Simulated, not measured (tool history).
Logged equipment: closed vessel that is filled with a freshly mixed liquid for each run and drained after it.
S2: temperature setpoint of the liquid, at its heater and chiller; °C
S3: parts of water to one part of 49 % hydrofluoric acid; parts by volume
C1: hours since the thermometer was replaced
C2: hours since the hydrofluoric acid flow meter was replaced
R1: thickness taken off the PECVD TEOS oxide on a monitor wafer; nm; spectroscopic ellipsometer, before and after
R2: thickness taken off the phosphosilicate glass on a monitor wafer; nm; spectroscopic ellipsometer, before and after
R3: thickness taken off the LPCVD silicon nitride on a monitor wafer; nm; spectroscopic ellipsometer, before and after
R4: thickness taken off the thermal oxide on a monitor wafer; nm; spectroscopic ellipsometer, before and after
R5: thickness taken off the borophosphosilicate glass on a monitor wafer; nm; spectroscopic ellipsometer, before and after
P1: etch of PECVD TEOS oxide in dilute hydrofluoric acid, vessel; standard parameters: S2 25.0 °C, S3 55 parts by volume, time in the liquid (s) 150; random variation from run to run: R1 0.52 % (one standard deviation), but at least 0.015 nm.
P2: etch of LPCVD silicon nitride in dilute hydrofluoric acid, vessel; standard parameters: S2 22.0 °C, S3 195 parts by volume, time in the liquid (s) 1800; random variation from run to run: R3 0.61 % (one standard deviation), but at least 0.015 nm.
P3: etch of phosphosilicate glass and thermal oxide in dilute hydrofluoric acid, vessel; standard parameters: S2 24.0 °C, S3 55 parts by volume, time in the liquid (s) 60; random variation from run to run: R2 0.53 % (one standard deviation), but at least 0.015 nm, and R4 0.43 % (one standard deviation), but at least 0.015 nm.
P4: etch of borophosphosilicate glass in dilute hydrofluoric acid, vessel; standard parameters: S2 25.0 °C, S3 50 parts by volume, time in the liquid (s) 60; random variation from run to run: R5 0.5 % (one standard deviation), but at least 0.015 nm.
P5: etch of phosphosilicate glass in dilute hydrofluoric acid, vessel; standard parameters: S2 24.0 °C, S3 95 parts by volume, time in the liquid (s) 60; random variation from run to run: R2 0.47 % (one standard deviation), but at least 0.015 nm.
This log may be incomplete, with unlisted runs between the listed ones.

run 1 day=0.238 | process_that_ran=P1 S2=25.0 S3=55 time_in_the_liquid_(s)=150 | C1=1288.9 C2=942.0 | R1=55.453
run 2 day=0.542 | process_that_ran=P5 S2=24.0 S3=20 time_in_the_liquid_(s)=60 | C1=1296.2 C2=949.3 | R2=373.640
run 3 day=0.808 | process_that_ran=P2 S2=22.0 S3=195 time_in_the_liquid_(s)=1800 | C1=1302.6 C2=955.7 | R3=4.10000
run 4 day=1.296 | process_that_ran=P3 S2=24.0 S3=55 time_in_the_liquid_(s)=60 | C1=1314.3 C2=967.4 | R2=195.300 R4=5.4447
run 5 day=1.675 | process_that_ran=P5 S2=24.0 S3=95 time_in_the_liquid_(s)=60 | C1=1323.4 C2=976.5 | R2=71.719
run 6 day=2.062 | process_that_ran=P2 S2=17.0 S3=195 time_in_the_liquid_(s)=1800 | C1=1332.7 C2=985.8 | R3=2.95670
run 7 day=2.483 | process_that_ran=P1 S2=25.0 S3=80 time_in_the_liquid_(s)=150 | C1=1342.8 C2=995.9 | R1=36.340
run 8 day=2.821 | process_that_ran=P5 S2=20.0 S3=95 time_in_the_liquid_(s)=60 | C1=1350.9 C2=1004.0 | R2=60.539
run 9 day=3.100 | process_that_ran=P1 S2=32.0 S3=55 time_in_the_liquid_(s)=285 | C1=1357.6 C2=1010.7 | R1=136.950
run 10 day=3.333 | process_that_ran=P2 S2=22.0 S3=195 time_in_the_liquid_(s)=1800 | C1=1363.2 C2=1016.3 | R3=4.10150
run 11 day=3.617 | process_that_ran=P4 S2=25.0 S3=20 time_in_the_liquid_(s)=60 | C1=1370.0 C2=1023.1 | R5=155.220
run 12 day=3.871 | process_that_ran=P2 S2=22.0 S3=195 time_in_the_liquid_(s)=205 | C1=1376.1 C2=1029.2 | R3=0.47304
run 13 day=4.292 | process_that_ran=P1 S2=32.0 S3=90 time_in_the_liquid_(s)=150 | C1=1386.2 C2=1039.3 | R1=42.267
run 14 day=4.638 | process_that_ran=P1 S2=18.0 S3=55 time_in_the_liquid_(s)=150 | C1=1394.5 C2=1047.6 | R1=41.299
run 15 day=4.925 | process_that_ran=P3 S2=24.0 S3=55 time_in_the_liquid_(s)=30 | C1=1401.4 C2=1054.5 | R2=96.601 R4=2.6911
run 16 day=5.333 | process_that_ran=P3 S2=24.0 S3=55 time_in_the_liquid_(s)=60 | C1=1411.2 C2=1064.3 | R2=193.520 R4=5.4613
run 17 day=5.767 | process_that_ran=P1 S2=25.0 S3=90 time_in_the_liquid_(s)=55 | C1=1421.6 C2=1074.7 | R1=11.882
-- day=6.000 thermometer replaced
run 18 day=6.188 | process_that_ran=P4 S2=25.0 S3=50 time_in_the_liquid_(s)=30 | C1=4.6 C2=1084.8 | R5=29.890
run 19 day=6.438 | process_that_ran=P5 S2=24.0 S3=95 time_in_the_liquid_(s)=60 | C1=10.6 C2=1090.8 | R2=71.170
run 20 day=6.779 | process_that_ran=P1 S2=25.0 S3=55 time_in_the_liquid_(s)=150 | C1=18.8 C2=1099.0 | R1=55.026
run 21 day=7.079 | process_that_ran=P1 S2=25.0 S3=55 time_in_the_liquid_(s)=150 | C1=26.0 C2=1106.2 | R1=54.938
run 22 day=7.433 | process_that_ran=P1 S2=25.0 S3=55 time_in_the_liquid_(s)=150 | C1=34.5 C2=1114.7 | R1=55.400
run 23 day=7.696 | process_that_ran=P1 S2=25.0 S3=55 time_in_the_liquid_(s)=150 | C1=40.8 C2=1121.0 | R1=55.332
run 24 day=8.038 | process_that_ran=P4 S2=25.0 S3=50 time_in_the_liquid_(s)=60 | C1=49.0 C2=1129.2 | R5=59.793
run 25 day=8.388 | process_that_ran=P4 S2=31.0 S3=50 time_in_the_liquid_(s)=60 | C1=57.4 C2=1137.6 | R5=75.889
run 26 day=8.821 | process_that_ran=P1 S2=25.0 S3=55 time_in_the_liquid_(s)=275 | C1=67.8 C2=1148.0 | R1=100.780
run 27 day=9.204 | process_that_ran=P1 S2=25.0 S3=55 time_in_the_liquid_(s)=30 | C1=77.0 C2=1157.2 | R1=11.100
run 28 day=9.488 | process_that_ran=P3 S2=24.0 S3=90 time_in_the_liquid_(s)=60 | C1=83.8 C2=1164.0 | R2=112.940 R4=3.1724
run 29 day=9.717 | process_that_ran=P2 S2=22.0 S3=35 time_in_the_liquid_(s)=1800 | C1=89.3 C2=1169.5 | R3=21.96200
run 30 day=9.983 | process_that_ran=P5 S2=24.0 S3=95 time_in_the_liquid_(s)=115 | C1=95.7 C2=1175.9 | R2=137.350
-- day=10.175 hydrofluoric acid flow meter replaced
run 31 day=10.450 | process_that_ran=P1 S2=25.0 S3=30 time_in_the_liquid_(s)=150 | C1=106.9 C2=6.6 | R1=105.070
run 32 day=10.846 | process_that_ran=P3 S2=18.5 S3=55 time_in_the_liquid_(s)=60 | C1=116.4 C2=16.1 | R2=154.720 R4=4.2680
run 33 day=11.158 | process_that_ran=P1 S2=31.5 S3=55 time_in_the_liquid_(s)=150 | C1=123.9 C2=23.6 | R1=71.788
run 34 day=11.492 | process_that_ran=P1 S2=25.0 S3=55 time_in_the_liquid_(s)=150 | C1=131.9 C2=31.6 | R1=55.421
run 35 day=11.892 | process_that_ran=P1 S2=25.0 S3=55 time_in_the_liquid_(s)=150 | C1=141.5 C2=41.2 | R1=53.431
run 36 day=12.167 | process_that_ran=P1 S2=25.0 S3=55 time_in_the_liquid_(s)=150 | C1=148.1 C2=47.8 | R1=52.200
run 37 day=12.517 | process_that_ran=P1 S2=25.0 S3=55 time_in_the_liquid_(s)=150 | C1=156.5 C2=56.2 | R1=51.034
run 38 day=12.850 | process_that_ran=P1 S2=25.0 S3=55 time_in_the_liquid_(s)=150 | C1=164.5 C2=64.2 | R1=51.138
run 39 day=13.133 | process_that_ran=P1 S2=25.0 S3=55 time_in_the_liquid_(s)=150 | C1=171.3 C2=71.0 | R1=50.755
run 40 day=13.571 | process_that_ran=P1 S2=25.0 S3=55 time_in_the_liquid_(s)=150 | C1=181.8 C2=81.5 | R1=49.807
run 41 day=13.921 | process_that_ran=P1 S2=25.0 S3=55 time_in_the_liquid_(s)=150 | C1=190.2 C2=89.9 | R1=50.541
run 42 day=14.342 | process_that_ran=P1 S2=25.0 S3=55 time_in_the_liquid_(s)=150 | C1=200.3 C2=100.0 | R1=50.216
run 43 day=14.617 | process_that_ran=P1 S2=25.0 S3=55 time_in_the_liquid_(s)=150 | C1=206.9 C2=106.6 | R1=49.842

Compared with where it was, what P1 gives has crept away. Each cause listed below fits the log as well as the rest, at the size given for it:
A: liquid colder than its thermometer reads (K) = 2.41
B: hydrofluoric acid flow below the setpoint (%) = 8.75
The drift started at roughly day 11.492.

Below are 4 check runs, each on a single wafer, with their results shown as question marks. Which of them would tell the listed causes apart, meaning the causes would give clearly different results under it?
run check 1 day=14.892 | process_that_ran=P5 S2=24.0 S3=25 time_in_the_liquid_(s)=115 | R2=?
run check 2 day=14.892 | process_that_ran=P2 S2=22.0 S3=120 time_in_the_liquid_(s)=1045 | R3=?
run check 3 day=14.892 | process_that_ran=P4 S2=28.0 S3=25 time_in_the_liquid_(s)=60 | R5=?
run check 4 day=14.892 | process_that_ran=P3 S2=24.0 S3=80 time_in_the_liquid_(s)=60 | R2=? R4=?

Expected result of each check under each candidate cause:
check=check_1 result=R2 if_A=515.210 if_B=518.970
check=check_2 result=R3 if_A=3.26800 if_B=3.51130
check=check_3 result=R5 if_A=126.700 if_B=127.210
check=check_4 result=R2 if_A=117.210 if_B=116.830
check=check_4 result=R4 if_A=3.2824 if_B=3.2716
Separation of the two closest causes in each check, using whichever result separates them best: check 1 0.73 %; check 2 7.18 %; check 3 0.4 %; check 4 0.33 %
The causes can be told apart only by check 2. The other checks would give nearly the same results under each of them.

After running check 2, the following was obtained: R3 3.46760 nm. Which cause does this point to?

The correct cause is B, namely: hydrofluoric acid flow below the setpoint (%).
